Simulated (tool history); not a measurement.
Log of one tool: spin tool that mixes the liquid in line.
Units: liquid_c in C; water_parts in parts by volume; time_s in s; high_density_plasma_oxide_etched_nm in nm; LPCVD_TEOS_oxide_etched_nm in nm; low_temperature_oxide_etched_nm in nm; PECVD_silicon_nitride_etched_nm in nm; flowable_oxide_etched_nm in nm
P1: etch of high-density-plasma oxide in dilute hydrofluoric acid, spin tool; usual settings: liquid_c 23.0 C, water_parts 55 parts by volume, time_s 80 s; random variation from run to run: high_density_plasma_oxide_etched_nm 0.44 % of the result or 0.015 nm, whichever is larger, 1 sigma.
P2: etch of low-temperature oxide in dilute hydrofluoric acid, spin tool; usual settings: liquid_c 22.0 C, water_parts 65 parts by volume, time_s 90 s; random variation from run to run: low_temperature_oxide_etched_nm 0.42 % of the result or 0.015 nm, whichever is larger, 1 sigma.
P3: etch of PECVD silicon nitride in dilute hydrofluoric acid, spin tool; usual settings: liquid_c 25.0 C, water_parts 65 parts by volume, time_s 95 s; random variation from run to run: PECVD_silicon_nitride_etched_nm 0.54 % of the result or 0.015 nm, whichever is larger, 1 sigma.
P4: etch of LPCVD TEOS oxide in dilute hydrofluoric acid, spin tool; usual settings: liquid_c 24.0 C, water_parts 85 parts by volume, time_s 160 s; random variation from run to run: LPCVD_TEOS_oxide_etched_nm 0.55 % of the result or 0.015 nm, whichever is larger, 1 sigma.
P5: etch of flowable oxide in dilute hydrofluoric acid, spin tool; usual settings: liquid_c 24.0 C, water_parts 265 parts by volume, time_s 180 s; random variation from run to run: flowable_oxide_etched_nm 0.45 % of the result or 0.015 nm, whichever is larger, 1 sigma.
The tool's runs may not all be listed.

run	day	process	liquid_c	water_parts	time_s	hours since the thermometer was replaced	hours since the hydrofluoric acid flow meter was replaced	high_density_plasma_oxide_etched_nm	LPCVD_TEOS_oxide_etched_nm	low_temperature_oxide_etched_nm	PECVD_silicon_nitride_etched_nm	flowable_oxide_etched_nm
1	0.192	P1	23.0	55	80	919.1	1242.1	10.7380				
2	0.458	P1	23.0	55	80	925.5	1248.5	10.7190				
3	0.646	P1	23.0	55	80	930.0	1253.0	10.6690				
4	0.846	P4	24.0	85	160	934.8	1257.8		32.6980			
5	1.117	P2	22.0	100	90	941.3	1264.3			13.484		
6	1.333	P2	17.0	65	90	946.5	1269.5			17.457		
7	1.488	P1	23.0	55	30	950.2	1273.2	4.0382				
8	1.742	P3	25.0	65	95	956.3	1279.3				6.6456	
9	1.883	P3	25.0	25	95	959.7	1282.7				16.9050	
10	2.046	P4	24.0	85	160	963.6	1286.6		32.6250			
11	2.233	P5	18.0	265	180	968.1	1291.1					13.1550
# day 2.292: hydrofluoric acid flow meter replaced
12	2.517	P3	25.0	65	95	974.9	5.4				6.6873	
13	2.679	P3	25.0	65	180	978.8	9.3				12.5090	
14	2.908	P1	29.5	55	80	984.3	14.8	13.9640				
15	3.067	P1	23.0	55	80	988.1	18.6	10.8070				
16	3.346	P5	24.0	265	180	994.8	25.3					16.1490
17	3.554	P1	23.0	55	80	999.8	30.3	10.7130				
18	3.825	P1	23.0	95	80	1006.3	36.8	5.9450				
19	4.000	P4	24.0	145	160	1010.5	41.0		17.6770			
20	4.154	P1	23.0	55	80	1014.2	44.7	10.6050				
21	4.396	P5	24.0	265	15	1020.0	50.5					1.3791
22	4.533	P2	22.0	65	90	1023.3	53.8			21.627		
23	4.796	P1	23.0	55	140	1029.6	60.1	18.7810				
24	4.925	P1	23.0	20	80	1032.7	63.2	30.5640				
25	5.133	P4	17.0	85	160	1037.7	68.2		24.3440			
# day 5.300: thermometer replaced
26	5.396	P3	31.0	65	95	2.4	74.5				9.8641	
27	5.679	P1	27.0	55	15	9.2	81.3	2.3625				
28	5.900	P4	24.0	85	40	14.5	86.6		8.2529			
29	6.117	P1	23.0	55	80	19.7	91.8	10.7360				
30	6.333	P2	22.0	65	150	24.9	97.0			36.081		
31	6.621	P5	24.0	70	180	31.8	103.9					77.1800
32	6.854	P1	17.0	55	80	37.4	109.5	8.3031				
33	7.054	P1	23.0	55	80	42.2	114.3	10.7730				
34	7.275	P1	23.0	55	80	47.5	119.6	10.2890				
35	7.567	P1	23.0	55	80	54.5	126.6	10.1430				
36	7.700	P1	23.0	55	80	57.7	129.8	10.0750				
37	7.917	P1	23.0	55	80	62.9	135.0	9.9093				
38	8.050	P1	23.0	55	80	66.1	138.2	9.9988				
39	8.262	P1	23.0	55	80	71.2	143.3	9.8959				
40	8.425	P1	23.0	55	80	75.1	147.2	9.9158				

What P1 gives has crept away from where it was. These 2 causes fit the log equally well, each at the size given:
A: hydrofluoric acid flow below the setpoint (%) = 7.24
B: liquid colder than its thermometer reads (K) = 1.94
The creep began at about day 7.054.

4 check runs are offered, one wafer each, their results left as question marks. Which one tells the causes apart?
check 1	8.588	P3	30.5	65	95						?	
check 2	8.588	P2	22.0	85	130					?		
check 3	8.588	P5	24.0	105	180							?
check 4	8.588	P4	20.5	85	70				?			

What each check would give under each cause:
check	result	if A	if B
check 1	PECVD_silicon_nitride_etched_nm	8.8504	8.4226
check 2	low_temperature_oxide_etched_nm	21.400	21.470
check 3	flowable_oxide_etched_nm	45.1220	45.4780
check 4	LPCVD_TEOS_oxide_etched_nm	11.4370	11.4590
How far apart the two closest causes lie, in the result that separates them most: check 1 4.95 %; check 2 0.33 %; check 3 0.79 %; check 4 0.19 %
Only check 1 tells the causes apart: in the others they would give nearly the same result.

Check 1 was then run and gave: PECVD_silicon_nitride_etched_nm 8.4859 nm. Which cause is it?

It is B: liquid colder than its thermometer reads (K).
